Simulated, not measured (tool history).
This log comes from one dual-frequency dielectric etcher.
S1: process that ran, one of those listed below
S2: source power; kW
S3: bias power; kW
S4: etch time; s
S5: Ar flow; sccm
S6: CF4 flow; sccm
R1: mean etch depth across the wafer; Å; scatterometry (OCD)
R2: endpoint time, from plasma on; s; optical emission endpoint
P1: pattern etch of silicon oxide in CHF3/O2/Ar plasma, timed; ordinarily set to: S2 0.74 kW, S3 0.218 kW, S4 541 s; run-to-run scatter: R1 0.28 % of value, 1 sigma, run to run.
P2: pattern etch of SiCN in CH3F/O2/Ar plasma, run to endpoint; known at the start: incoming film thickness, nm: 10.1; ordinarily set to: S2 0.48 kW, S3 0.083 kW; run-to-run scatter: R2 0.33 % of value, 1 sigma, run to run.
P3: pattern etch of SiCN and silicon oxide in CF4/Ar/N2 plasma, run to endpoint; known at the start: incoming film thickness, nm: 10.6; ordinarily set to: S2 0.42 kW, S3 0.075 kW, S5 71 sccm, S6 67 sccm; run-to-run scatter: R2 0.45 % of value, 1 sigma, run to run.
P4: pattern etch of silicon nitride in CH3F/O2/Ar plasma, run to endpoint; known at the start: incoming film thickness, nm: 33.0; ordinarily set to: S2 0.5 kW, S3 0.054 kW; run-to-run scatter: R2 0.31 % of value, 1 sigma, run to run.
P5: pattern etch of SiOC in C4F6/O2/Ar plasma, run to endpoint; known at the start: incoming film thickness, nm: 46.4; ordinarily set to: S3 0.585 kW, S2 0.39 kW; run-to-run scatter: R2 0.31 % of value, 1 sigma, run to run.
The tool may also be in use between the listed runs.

{"run": 1, "hour": 6.6, "S1": "P1", "S2": 0.74, "S3": 0.218, "S4": 541, "R1": 12104}
{"run": 2, "hour": 17.0, "S1": "P1", "S2": 0.74, "S3": 0.218, "S4": 730.5, "R1": 16377}
{"run": 3, "hour": 24.1, "S1": "P1", "S2": 1.01, "S3": 0.275, "S4": 541, "R1": 14678}
{"run": 4, "hour": 33.7, "S1": "P4", "S2": 0.5, "S3": 0.076, "R2": 42.665}
{"run": 5, "hour": 45.7, "S1": "P4", "S2": 0.35, "S3": 0.054, "R2": 54.856}
{"run": 6, "hour": 56.7, "S1": "P5", "S2": 0.39, "S3": 0.358, "R2": 17.343}
{"hour": 63.2, "done": "bias power generator calibrated"}
{"run": 7, "hour": 63.3, "S1": "P3", "S2": 0.42, "S3": 0.048, "S5": 71, "S6": 67, "R2": 13.84}
{"run": 8, "hour": 71.8, "S1": "P1", "S2": 0.74, "S3": 0.133, "S4": 541, "R1": 10333}
{"run": 9, "hour": 78.8, "S1": "P2", "S2": 0.65, "S3": 0.083, "R2": 21.946}
{"run": 10, "hour": 88.3, "S1": "P5", "S2": 0.39, "S3": 0.585, "R2": 14.51}
{"run": 11, "hour": 97.2, "S1": "P1", "S2": 0.74, "S3": 0.218, "S4": 541, "R1": 12126}
{"run": 12, "hour": 110.4, "S1": "P3", "S2": 0.42, "S3": 0.075, "S5": 71, "S6": 45, "R2": 12.828}
{"run": 13, "hour": 122.7, "S1": "P5", "S2": 0.39, "S3": 0.585, "R2": 14.516}
{"run": 14, "hour": 133.7, "S1": "P3", "S2": 0.26, "S3": 0.075, "S5": 71, "S6": 67, "R2": 18.423}
{"run": 15, "hour": 140.0, "S1": "P3", "S2": 0.42, "S3": 0.075, "S5": 71, "S6": 67, "R2": 12.136}
{"run": 16, "hour": 152.9, "S1": "P2", "S2": 0.48, "S3": 0.083, "R2": 24.701}
{"run": 17, "hour": 165.7, "S1": "P1", "S2": 0.74, "S3": 0.218, "S4": 541, "R1": 12105}
{"run": 18, "hour": 176.9, "S1": "P1", "S2": 0.74, "S3": 0.218, "S4": 310.5, "R1": 6958.1}
{"run": 19, "hour": 188.6, "S1": "P3", "S2": 0.42, "S3": 0.075, "S5": 71, "S6": 67, "R2": 12.116}
{"run": 20, "hour": 198.5, "S1": "P1", "S2": 0.74, "S3": 0.218, "S4": 541, "R1": 12071}
{"run": 21, "hour": 209.3, "S1": "P1", "S2": 0.91, "S3": 0.218, "S4": 541, "R1": 13103}
{"run": 22, "hour": 216.9, "S1": "P2", "S2": 0.48, "S3": 0.117, "R2": 21.764}
{"run": 23, "hour": 230.4, "S1": "P5", "S2": 0.54, "S3": 0.585, "R2": 12.9}
{"run": 24, "hour": 239.4, "S1": "P1", "S2": 0.87, "S3": 0.218, "S4": 427, "R1": 10152}
{"run": 25, "hour": 249.0, "S1": "P1", "S2": 0.74, "S3": 0.218, "S4": 541, "R1": 12114}
{"run": 26, "hour": 257.8, "S1": "P3", "S2": 0.42, "S3": 0.075, "S5": 98, "S6": 67, "R2": 12.675}
{"run": 27, "hour": 268.6, "S1": "P2", "S2": 0.48, "S3": 0.083, "R2": 24.636}
{"run": 28, "hour": 280.8, "S1": "P1", "S2": 0.74, "S3": 0.178, "S4": 731, "R1": 15330}
{"run": 29, "hour": 287.6, "S1": "P4", "S2": 0.5, "S3": 0.054, "R2": 47.836}
{"run": 30, "hour": 294.9, "S1": "P1", "S2": 0.56, "S3": 0.218, "S4": 541, "R1": 10900}
{"run": 31, "hour": 302.3, "S1": "P1", "S2": 0.74, "S3": 0.307, "S4": 541, "R1": 13638}
{"run": 32, "hour": 308.8, "S1": "P1", "S2": 0.74, "S3": 0.218, "S4": 541, "R1": 12077}
{"run": 33, "hour": 319.6, "S1": "P1", "S2": 0.74, "S3": 0.218, "S4": 541, "R1": 12156}
{"run": 34, "hour": 327.9, "S1": "P1", "S2": 0.74, "S3": 0.218, "S4": 541, "R1": 12160}
{"run": 35, "hour": 338.6, "S1": "P1", "S2": 0.74, "S3": 0.218, "S4": 541, "R1": 12265}
{"hour": 339.7, "done": "wet clean of the chamber"}
{"run": 36, "hour": 349.3, "S1": "P1", "S2": 0.74, "S3": 0.218, "S4": 541, "R1": 12273}
{"run": 37, "hour": 355.5, "S1": "P1", "S2": 0.74, "S3": 0.218, "S4": 541, "R1": 12253}
{"run": 38, "hour": 367.5, "S1": "P1", "S2": 0.74, "S3": 0.218, "S4": 541, "R1": 12269}
{"run": 39, "hour": 377.5, "S1": "P1", "S2": 0.74, "S3": 0.218, "S4": 541, "R1": 12246}
{"run": 40, "hour": 383.5, "S1": "P1", "S2": 0.74, "S3": 0.218, "S4": 541, "R1": 12259}

P1 has crept away from where it was. The log is fitted equally well by each of these 2 causes, at the sizes shown:
A: bias power that arrives over what is set, % = 4.2
B: source power that arrives over what is set, % = 3.81
The onset of the drift is placed at about hour 308.8.
Each remaining cause and why it is not a fit:
chamber walls in a state that raises the etch rate, %: work on it at hour 339.7, done after the drift set in, did not restore what the process gave before

Below are 4 check runs, each averaged over 3 wafers, with their results shown as question marks. Which of them would give clearly different results depending on which cause is behind the drift?
{"run": "check 1", "hour": 389.5, "S1": "P4", "S2": 0.37, "S3": 0.069, "R2": "?"}
{"run": "check 2", "hour": 389.5, "S1": "P3", "S2": 0.42, "S3": 0.05, "S5": 71, "S6": 50, "R2": "?"}
{"run": "check 3", "hour": 389.5, "S1": "P2", "S2": 0.48, "S3": 0.116, "R2": "?"}
{"run": "check 4", "hour": 389.5, "S1": "P5", "S2": 0.49, "S3": 0.415, "R2": "?"}

Outcome of each check run for each possible cause:
check=check_1 result=R2 if_A=48.808 if_B=48.803
check=check_2 result=R2 if_A=14.268 if_B=13.979
check=check_3 result=R2 if_A=21.46 if_B=21.504
check=check_4 result=R2 if_A=14.939 if_B=14.952
Minimum pairwise separation of causes per check, each pair taken at its best-separating result: check 1 0.01 %; check 2 2.05 %; check 3 0.21 %; check 4 0.09 %
The other checks would show nearly matching results whichever cause is true, so check 2 is the only one that separates the causes.

The results of check 2 are: R2 14.235 s. Based on these, which of the listed causes is it?

It is A: bias power that arrives over what is set, %.
